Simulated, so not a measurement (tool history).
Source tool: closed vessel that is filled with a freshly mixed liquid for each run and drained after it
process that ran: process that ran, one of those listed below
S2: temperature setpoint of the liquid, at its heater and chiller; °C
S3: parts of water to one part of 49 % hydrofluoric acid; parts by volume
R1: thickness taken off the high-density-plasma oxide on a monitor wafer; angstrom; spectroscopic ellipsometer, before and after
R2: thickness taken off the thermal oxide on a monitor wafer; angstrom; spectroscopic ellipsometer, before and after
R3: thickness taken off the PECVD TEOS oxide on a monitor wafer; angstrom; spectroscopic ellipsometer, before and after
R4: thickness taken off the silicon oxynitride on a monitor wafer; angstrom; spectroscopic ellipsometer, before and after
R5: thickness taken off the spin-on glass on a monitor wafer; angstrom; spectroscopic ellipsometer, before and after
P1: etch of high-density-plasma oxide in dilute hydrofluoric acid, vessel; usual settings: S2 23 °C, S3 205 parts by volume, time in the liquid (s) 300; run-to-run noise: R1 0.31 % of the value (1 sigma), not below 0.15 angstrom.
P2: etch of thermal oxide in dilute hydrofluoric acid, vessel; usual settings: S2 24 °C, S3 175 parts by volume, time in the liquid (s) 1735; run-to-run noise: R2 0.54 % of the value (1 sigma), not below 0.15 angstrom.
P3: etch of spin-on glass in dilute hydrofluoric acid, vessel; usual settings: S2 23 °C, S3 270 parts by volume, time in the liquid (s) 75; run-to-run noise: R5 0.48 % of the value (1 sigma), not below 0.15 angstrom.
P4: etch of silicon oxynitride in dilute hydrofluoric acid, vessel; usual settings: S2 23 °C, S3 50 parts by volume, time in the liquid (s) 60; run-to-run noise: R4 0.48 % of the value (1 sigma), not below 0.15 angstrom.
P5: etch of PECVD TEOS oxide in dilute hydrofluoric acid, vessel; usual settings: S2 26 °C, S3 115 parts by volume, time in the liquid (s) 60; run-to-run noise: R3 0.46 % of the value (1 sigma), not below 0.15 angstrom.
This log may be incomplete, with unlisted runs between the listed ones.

Run 1, hour 10: process that ran P1, S2 23 °C, S3 205 parts by volume, time in the liquid (s) 300. Result: R1 79.437 angstrom.
Run 2, hour 18: process that ran P2, S2 19 °C, S3 175 parts by volume, time in the liquid (s) 1735. Result: R2 355.16 angstrom.
Run 3, hour 25.3: process that ran P5, S2 34 °C, S3 115 parts by volume, time in the liquid (s) 60. Result: R3 176.13 angstrom.
Run 4, hour 30.4: process that ran P4, S2 28 °C, S3 50 parts by volume, time in the liquid (s) 60. Result: R4 59.937 angstrom.
Run 5, hour 38.5: process that ran P4, S2 23 °C, S3 50 parts by volume, time in the liquid (s) 105. Result: R4 83.307 angstrom.
Run 6, hour 45.6: process that ran P1, S2 17 °C, S3 205 parts by volume, time in the liquid (s) 300. Result: R1 63.174 angstrom.
Run 7, hour 52.2: process that ran P1, S2 23 °C, S3 205 parts by volume, time in the liquid (s) 520. Result: R1 137.29 angstrom.
Run 8, hour 63.6: process that ran P4, S2 23 °C, S3 50 parts by volume, time in the liquid (s) 60. Result: R4 47.416 angstrom.
Run 9, hour 70.6: process that ran P5, S2 26 °C, S3 160 parts by volume, time in the liquid (s) 60. Result: R3 89.757 angstrom.
Run 10, hour 80: process that ran P1, S2 27 °C, S3 205 parts by volume, time in the liquid (s) 300. Result: R1 91.716 angstrom.
Run 11, hour 91.6: process that ran P1, S2 23 °C, S3 205 parts by volume, time in the liquid (s) 30. Result: R1 8.0349 angstrom.
Run 12, hour 101.4: process that ran P1, S2 17 °C, S3 205 parts by volume, time in the liquid (s) 560. Result: R1 117.54 angstrom.
Run 13, hour 112.3: process that ran P2, S2 24 °C, S3 175 parts by volume, time in the liquid (s) 2600. Result: R2 638.06 angstrom.
Run 14, hour 122.7: process that ran P3, S2 23 °C, S3 270 parts by volume, time in the liquid (s) 130. Result: R5 129.57 angstrom.
Run 15, hour 132.9: process that ran P1, S2 17 °C, S3 205 parts by volume, time in the liquid (s) 50. Result: R1 10.644 angstrom.
Run 16, hour 144.2: process that ran P1, S2 23 °C, S3 205 parts by volume, time in the liquid (s) 300. Result: R1 79.817 angstrom.
Run 17, hour 155.2: process that ran P5, S2 26 °C, S3 115 parts by volume, time in the liquid (s) 60. Result: R3 131.06 angstrom.
Run 18, hour 162.7: process that ran P1, S2 23 °C, S3 205 parts by volume, time in the liquid (s) 300. Result: R1 79.816 angstrom.
Run 19, hour 173.1: process that ran P4, S2 23 °C, S3 75 parts by volume, time in the liquid (s) 60. Result: R4 31.224 angstrom.
Run 20, hour 180: process that ran P1, S2 23 °C, S3 205 parts by volume, time in the liquid (s) 300. Result: R1 79.228 angstrom.
Run 21, hour 185.1: process that ran P1, S2 23 °C, S3 205 parts by volume, time in the liquid (s) 300. Result: R1 79.497 angstrom.
Run 22, hour 194.2: process that ran P3, S2 23 °C, S3 270 parts by volume, time in the liquid (s) 75. Result: R5 75.13 angstrom.
Run 23, hour 205: process that ran P1, S2 27.5 °C, S3 205 parts by volume, time in the liquid (s) 430. Result: R1 133.23 angstrom.
Run 24, hour 210.1: process that ran P1, S2 23 °C, S3 360 parts by volume, time in the liquid (s) 300. Result: R1 38.638 angstrom.
At hour 218.9: thermometer replaced.
Run 25, hour 219.9: process that ran P2, S2 24 °C, S3 175 parts by volume, time in the liquid (s) 1735. Result: R2 425.89 angstrom.
Run 26, hour 225.1: process that ran P5, S2 26 °C, S3 115 parts by volume, time in the liquid (s) 105. Result: R3 231.94 angstrom.
Run 27, hour 236.1: process that ran P3, S2 27 °C, S3 270 parts by volume, time in the liquid (s) 75. Result: R5 86.35 angstrom.
Run 28, hour 242.8: process that ran P2, S2 24 °C, S3 55 parts by volume, time in the liquid (s) 1735. Result: R2 1571.1 angstrom.
Run 29, hour 251.2: process that ran P1, S2 23 °C, S3 205 parts by volume, time in the liquid (s) 300. Result: R1 79.618 angstrom.
Run 30, hour 259.7: process that ran P4, S2 23 °C, S3 50 parts by volume, time in the liquid (s) 60. Result: R4 46.612 angstrom.
Run 31, hour 269.3: process that ran P3, S2 23 °C, S3 135 parts by volume, time in the liquid (s) 75. Result: R5 170.7 angstrom.
Run 32, hour 276.3: process that ran P1, S2 23 °C, S3 105 parts by volume, time in the liquid (s) 300. Result: R1 172.83 angstrom.
Run 33, hour 282.2: process that ran P2, S2 24 °C, S3 175 parts by volume, time in the liquid (s) 1735. Result: R2 426.68 angstrom.
Run 34, hour 288.7: process that ran P1, S2 23 °C, S3 205 parts by volume, time in the liquid (s) 300. Result: R1 78.999 angstrom.

Predict the results of run 35:
Run 35, hour 299.6: process that ran P1, S2 23 °C, S3 205 parts by volume, time in the liquid (s) 300. Result: R1 ?.

{"run 35": {"R1": 77.119}}
